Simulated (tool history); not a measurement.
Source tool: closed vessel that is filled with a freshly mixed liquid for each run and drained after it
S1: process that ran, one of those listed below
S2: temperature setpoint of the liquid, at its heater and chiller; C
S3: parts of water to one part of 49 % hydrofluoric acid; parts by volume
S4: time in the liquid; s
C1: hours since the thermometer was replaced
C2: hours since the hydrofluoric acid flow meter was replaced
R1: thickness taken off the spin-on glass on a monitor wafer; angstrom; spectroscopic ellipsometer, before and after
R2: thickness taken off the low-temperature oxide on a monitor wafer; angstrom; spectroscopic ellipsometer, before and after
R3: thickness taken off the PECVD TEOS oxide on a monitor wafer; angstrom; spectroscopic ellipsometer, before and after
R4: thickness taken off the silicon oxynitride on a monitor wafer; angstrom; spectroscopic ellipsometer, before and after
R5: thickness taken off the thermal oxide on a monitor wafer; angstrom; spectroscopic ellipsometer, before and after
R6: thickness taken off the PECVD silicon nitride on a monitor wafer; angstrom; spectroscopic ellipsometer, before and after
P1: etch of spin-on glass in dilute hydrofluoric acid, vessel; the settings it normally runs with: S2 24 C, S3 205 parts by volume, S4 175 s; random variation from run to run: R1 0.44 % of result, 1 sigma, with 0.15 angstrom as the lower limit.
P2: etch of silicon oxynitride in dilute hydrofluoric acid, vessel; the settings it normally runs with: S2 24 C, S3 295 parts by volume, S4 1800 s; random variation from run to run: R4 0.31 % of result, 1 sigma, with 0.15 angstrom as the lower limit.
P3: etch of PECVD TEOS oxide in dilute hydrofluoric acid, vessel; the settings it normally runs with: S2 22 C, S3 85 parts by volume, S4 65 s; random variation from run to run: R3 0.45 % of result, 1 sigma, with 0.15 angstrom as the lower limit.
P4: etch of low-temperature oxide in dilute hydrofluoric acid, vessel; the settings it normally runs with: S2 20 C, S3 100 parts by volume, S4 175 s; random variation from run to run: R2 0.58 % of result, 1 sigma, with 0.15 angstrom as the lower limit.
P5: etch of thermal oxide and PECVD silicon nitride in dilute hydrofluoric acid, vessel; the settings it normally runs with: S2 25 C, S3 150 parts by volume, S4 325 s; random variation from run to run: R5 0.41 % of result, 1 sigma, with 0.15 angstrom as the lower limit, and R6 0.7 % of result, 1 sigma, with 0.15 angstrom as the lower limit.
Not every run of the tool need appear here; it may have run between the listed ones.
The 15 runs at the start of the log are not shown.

run,day,S1,S2,S3,S4,C1,C2,R1,R2,R3,R4,R5,R6
16,7.125,P5,33,150,325,331.9,639.9,,,,,143.22,66.379
17,7.425,P1,29.5,205,265,339.1,647.1,276.59,,,,,
18,7.796,P1,24,205,175,348,656,150.21,,,,,
19,8.25,P5,25,150,325,358.9,666.9,,,,,106.83,40.811
20,8.883,P1,24,205,175,374.1,682.1,149.26,,,,,
21,9.271,P1,20.5,205,265,383.4,691.4,198.9,,,,,
# day 9.654: thermometer replaced
22,9.725,P2,24,295,1800,1.7,702.3,,,,202.7,,
23,10.288,P3,22,45,65,15.2,715.8,,,270.23,,,
24,10.767,P5,25,65,325,26.7,727.3,,,,,276.22,92.856
25,11.133,P4,20,100,175,35.5,736.1,,346.88,,,,
26,11.529,P4,25.5,100,175,45,745.6,,428.53,,,,
27,12.125,P1,24,205,175,59.3,759.9,149.6,,,,,
28,12.446,P1,31.5,205,280,67,767.6,311.79,,,,,
29,12.862,P1,24,370,175,77,777.6,70.432,,,,,
30,13.221,P1,30.5,205,175,85.6,786.2,190.25,,,,,
31,13.583,P1,20.5,205,175,94.3,794.9,131.9,,,,,
32,14.004,P3,22,85,30,104.4,805,,,63.176,,,
33,14.292,P1,24,205,175,111.3,811.9,148.87,,,,,
34,14.717,P1,24,205,175,121.5,822.1,146.32,,,,,
35,15.346,P1,24,205,175,136.6,837.2,144.4,,,,,
36,15.85,P1,24,205,175,148.7,849.3,142.1,,,,,
37,16.208,P1,24,205,175,157.3,857.9,143.02,,,,,

Run 38 is up next; what results do you expect?
38,16.683,P1,24,205,175,168.7,869.3,?,,,,,

R1: 142.13 angstrom

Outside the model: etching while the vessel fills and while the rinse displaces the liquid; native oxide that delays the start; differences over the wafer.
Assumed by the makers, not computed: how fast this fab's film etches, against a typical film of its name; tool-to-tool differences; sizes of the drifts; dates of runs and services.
